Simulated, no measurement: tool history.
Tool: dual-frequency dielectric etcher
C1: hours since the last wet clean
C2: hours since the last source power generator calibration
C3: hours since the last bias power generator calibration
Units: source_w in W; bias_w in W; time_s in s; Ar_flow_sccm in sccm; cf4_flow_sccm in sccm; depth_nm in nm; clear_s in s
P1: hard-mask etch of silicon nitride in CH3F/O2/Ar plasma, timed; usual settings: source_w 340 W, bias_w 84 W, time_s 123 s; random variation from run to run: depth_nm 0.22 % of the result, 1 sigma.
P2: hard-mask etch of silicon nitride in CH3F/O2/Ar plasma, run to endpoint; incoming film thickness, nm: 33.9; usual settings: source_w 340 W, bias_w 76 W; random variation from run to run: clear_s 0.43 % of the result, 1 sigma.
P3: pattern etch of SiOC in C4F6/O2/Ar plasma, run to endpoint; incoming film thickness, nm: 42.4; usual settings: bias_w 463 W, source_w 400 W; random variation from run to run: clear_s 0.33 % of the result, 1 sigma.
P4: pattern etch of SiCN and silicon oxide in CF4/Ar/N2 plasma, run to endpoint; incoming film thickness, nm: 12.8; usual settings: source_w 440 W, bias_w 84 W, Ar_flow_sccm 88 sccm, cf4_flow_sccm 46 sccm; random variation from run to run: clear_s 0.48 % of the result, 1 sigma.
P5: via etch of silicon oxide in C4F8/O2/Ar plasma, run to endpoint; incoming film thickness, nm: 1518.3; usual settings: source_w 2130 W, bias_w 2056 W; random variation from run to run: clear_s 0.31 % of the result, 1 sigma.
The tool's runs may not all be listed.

Run 1, hour 5.3: process P1, source_w 340 W, bias_w 84 W, time_s 123 s; C1 104.8; C2 352.6; C3 1271.6. Result: depth_nm 83.863 nm.
Run 2, hour 11.3: process P1, source_w 420 W, bias_w 84 W, time_s 123 s; C1 110.8; C2 358.6; C3 1277.6. Result: depth_nm 90.256 nm.
Run 3, hour 16.4: process P4, source_w 440 W, bias_w 105 W, Ar_flow_sccm 88 sccm, cf4_flow_sccm 46 sccm; C1 115.9; C2 363.7; C3 1282.7. Result: clear_s 14.086 s.
Run 4, hour 21.0: process P1, source_w 340 W, bias_w 84 W, time_s 123 s; C1 120.5; C2 368.3; C3 1287.3. Result: depth_nm 83.902 nm.
Run 5, hour 27.3: process P1, source_w 340 W, bias_w 84 W, time_s 71 s; C1 126.8; C2 374.6; C3 1293.6. Result: depth_nm 48.355 nm.
Run 6, hour 31.8: process P2, source_w 340 W, bias_w 76 W; C1 131.3; C2 379.1; C3 1298.1. Result: clear_s 50.604 s.
Run 7, hour 36.3: process P1, source_w 340 W, bias_w 84 W, time_s 123 s; C1 135.8; C2 383.6; C3 1302.6. Result: depth_nm 83.806 nm.
Run 8, hour 41.8: process P4, source_w 520 W, bias_w 84 W, Ar_flow_sccm 88 sccm, cf4_flow_sccm 46 sccm; C1 141.3; C2 389.1; C3 1308.1. Result: clear_s 13.151 s.
Run 9, hour 48.2: process P1, source_w 240 W, bias_w 84 W, time_s 123 s; C1 147.7; C2 395.5; C3 1314.5. Result: depth_nm 73.602 nm.
Run 10, hour 52.0: process P1, source_w 340 W, bias_w 84 W, time_s 123 s; C1 151.5; C2 399.3; C3 1318.3. Result: depth_nm 83.271 nm.
Run 11, hour 56.8: process P5, source_w 2130 W, bias_w 2710 W; C1 156.3; C2 404.1; C3 1323.1. Result: clear_s 278.910 s.
Run 12, hour 61.5: process P4, source_w 440 W, bias_w 84 W, Ar_flow_sccm 88 sccm, cf4_flow_sccm 58 sccm; C1 161.0; C2 408.8; C3 1327.8. Result: clear_s 14.724 s.
Run 13, hour 65.7: process P4, source_w 440 W, bias_w 84 W, Ar_flow_sccm 116 sccm, cf4_flow_sccm 46 sccm; C1 165.2; C2 413.0; C3 1332.0. Result: clear_s 15.783 s.
Run 14, hour 71.5: process P5, source_w 2130 W, bias_w 2056 W; C1 171.0; C2 418.8; C3 1337.8. Result: clear_s 301.030 s.
Run 15, hour 75.1: process P1, source_w 340 W, bias_w 84 W, time_s 171 s; C1 174.6; C2 422.4; C3 1341.4. Result: depth_nm 115.910 nm.
Run 16, hour 78.5: process P3, source_w 400 W, bias_w 463 W; C1 178.0; C2 425.8; C3 1344.8. Result: clear_s 14.534 s.
Run 17, hour 82.9: process P4, source_w 440 W, bias_w 84 W, Ar_flow_sccm 88 sccm, cf4_flow_sccm 46 sccm; C1 182.4; C2 430.2; C3 1349.2. Result: clear_s 15.252 s.
Run 18, hour 89.3: process P1, source_w 340 W, bias_w 84 W, time_s 123 s; C1 188.8; C2 436.6; C3 1355.6. Result: depth_nm 83.674 nm.
Run 19, hour 95.3: process P1, source_w 340 W, bias_w 113 W, time_s 123 s; C1 194.8; C2 442.6; C3 1361.6. Result: depth_nm 93.580 nm.
Run 20, hour 98.5: process P1, source_w 340 W, bias_w 84 W, time_s 123 s; C1 198.0; C2 445.8; C3 1364.8. Result: depth_nm 83.779 nm.
Run 21, hour 104.3: process P5, source_w 2130 W, bias_w 2056 W; C1 203.8; C2 451.6; C3 1370.6. Result: clear_s 299.940 s.
Run 22, hour 110.5: process P2, source_w 340 W, bias_w 76 W; C1 210.0; C2 457.8; C3 1376.8. Result: clear_s 50.690 s.
Run 23, hour 116.5: process P3, source_w 400 W, bias_w 604 W; C1 216.0; C2 463.8; C3 1382.8. Result: clear_s 13.153 s.
Run 24, hour 121.5: process P5, source_w 1330 W, bias_w 2056 W; C1 221.0; C2 468.8; C3 1387.8. Result: clear_s 362.620 s.
Run 25, hour 126.9: process P1, source_w 340 W, bias_w 61 W, time_s 98 s; C1 226.4; C2 474.2; C3 1393.2. Result: depth_nm 59.651 nm.
At hour 130.7: source power generator calibrated.
Run 26, hour 131.1: process P3, source_w 510 W, bias_w 463 W; C1 230.6; C2 0.4; C3 1397.4. Result: clear_s 13.360 s.
Run 27, hour 136.2: process P2, source_w 340 W, bias_w 104 W; C1 235.7; C2 5.5; C3 1402.5. Result: clear_s 45.206 s.
Run 28, hour 139.6: process P1, source_w 340 W, bias_w 66 W, time_s 123 s; C1 239.1; C2 8.9; C3 1405.9. Result: depth_nm 76.962 nm.
Run 29, hour 142.6: process P2, source_w 410 W, bias_w 76 W; C1 242.1; C2 11.9; C3 1408.9. Result: clear_s 47.090 s.
Run 30, hour 147.6: process P4, source_w 440 W, bias_w 84 W, Ar_flow_sccm 88 sccm, cf4_flow_sccm 46 sccm; C1 247.1; C2 16.9; C3 1413.9. Result: clear_s 15.356 s.
Run 31, hour 150.8: process P1, source_w 340 W, bias_w 84 W, time_s 123 s; C1 250.3; C2 20.1; C3 1417.1. Result: depth_nm 83.550 nm.
Run 32, hour 154.1: process P1, source_w 340 W, bias_w 84 W, time_s 123 s; C1 253.6; C2 23.4; C3 1420.4. Result: depth_nm 83.285 nm.
Run 33, hour 158.0: process P1, source_w 340 W, bias_w 84 W, time_s 123 s; C1 257.5; C2 27.3; C3 1424.3. Result: depth_nm 82.983 nm.
Run 34, hour 161.1: process P1, source_w 340 W, bias_w 84 W, time_s 123 s; C1 260.6; C2 30.4; C3 1427.4. Result: depth_nm 82.755 nm.
Run 35, hour 165.4: process P1, source_w 340 W, bias_w 84 W, time_s 123 s; C1 264.9; C2 34.7; C3 1431.7. Result: depth_nm 82.755 nm.
Run 36, hour 171.8: process P1, source_w 340 W, bias_w 84 W, time_s 123 s; C1 271.3; C2 41.1; C3 1438.1. Result: depth_nm 82.456 nm.
Run 37, hour 175.3: process P1, source_w 340 W, bias_w 84 W, time_s 123 s; C1 274.8; C2 44.6; C3 1441.6. Result: depth_nm 82.432 nm.
At hour 180.5: wet clean of the chamber.
Run 38, hour 181.7: process P1, source_w 340 W, bias_w 84 W, time_s 123 s; C1 1.3; C2 51.0; C3 1448.0. Result: depth_nm 82.541 nm.
Run 39, hour 185.1: process P1, source_w 340 W, bias_w 84 W, time_s 123 s; C1 4.7; C2 54.4; C3 1451.4. Result: depth_nm 82.420 nm.
Run 40, hour 191.3: process P1, source_w 340 W, bias_w 84 W, time_s 123 s; C1 10.9; C2 60.6; C3 1457.6. Result: depth_nm 82.231 nm.
Run 41, hour 195.3: process P1, source_w 340 W, bias_w 84 W, time_s 123 s; C1 14.9; C2 64.6; C3 1461.6. Result: depth_nm 82.471 nm.
Run 42, hour 198.3: process P1, source_w 340 W, bias_w 84 W, time_s 123 s; C1 17.9; C2 67.6; C3 1464.6. Result: depth_nm 82.432 nm.

What P1 gives has crept away from where it was. These 2 causes fit the log equally well, each at the size given:
A: bias power that arrives under what is set, % = 4.36
B: source power that arrives under what is set, % = 4.17
The creep began at about hour 150.8.
Why every other cause is out:
chamber walls in a state that lowers the etch rate, %: serviced at hour 180.5, which brought nothing back

4 check runs are offered, each on 3 wafers whose results are averaged, their results left as question marks. Which one tells the causes apart?
Run check 1, hour 201.3: process P5, source_w 2130 W, bias_w 2703 W. Result: clear_s ?.
Run check 2, hour 201.3: process P3, source_w 400 W, bias_w 561 W. Result: clear_s ?.
Run check 3, hour 201.3: process P2, source_w 340 W, bias_w 96 W. Result: clear_s ?.
Run check 4, hour 201.3: process P4, source_w 510 W, bias_w 84 W, Ar_flow_sccm 88 sccm, cf4_flow_sccm 55 sccm. Result: clear_s ?.

What each check would give under each cause:
  check   result     if A     if B
check 1  clear_s  280.760  281.680
check 2  clear_s   13.747   13.730
check 3  clear_s   47.465   47.440
check 4  clear_s   13.241   13.533
How far apart the two closest causes lie, in the result that separates them most: check 1 0.33 %; check 2 0.12 %; check 3 0.05 %; check 4 2.18 %
Check 4 tells the causes apart: in the others they would give nearly the same result.

Check 4 was then run and gave: clear_s 13.277 s. Which cause is it?

It is A: bias power that arrives under what is set, %.
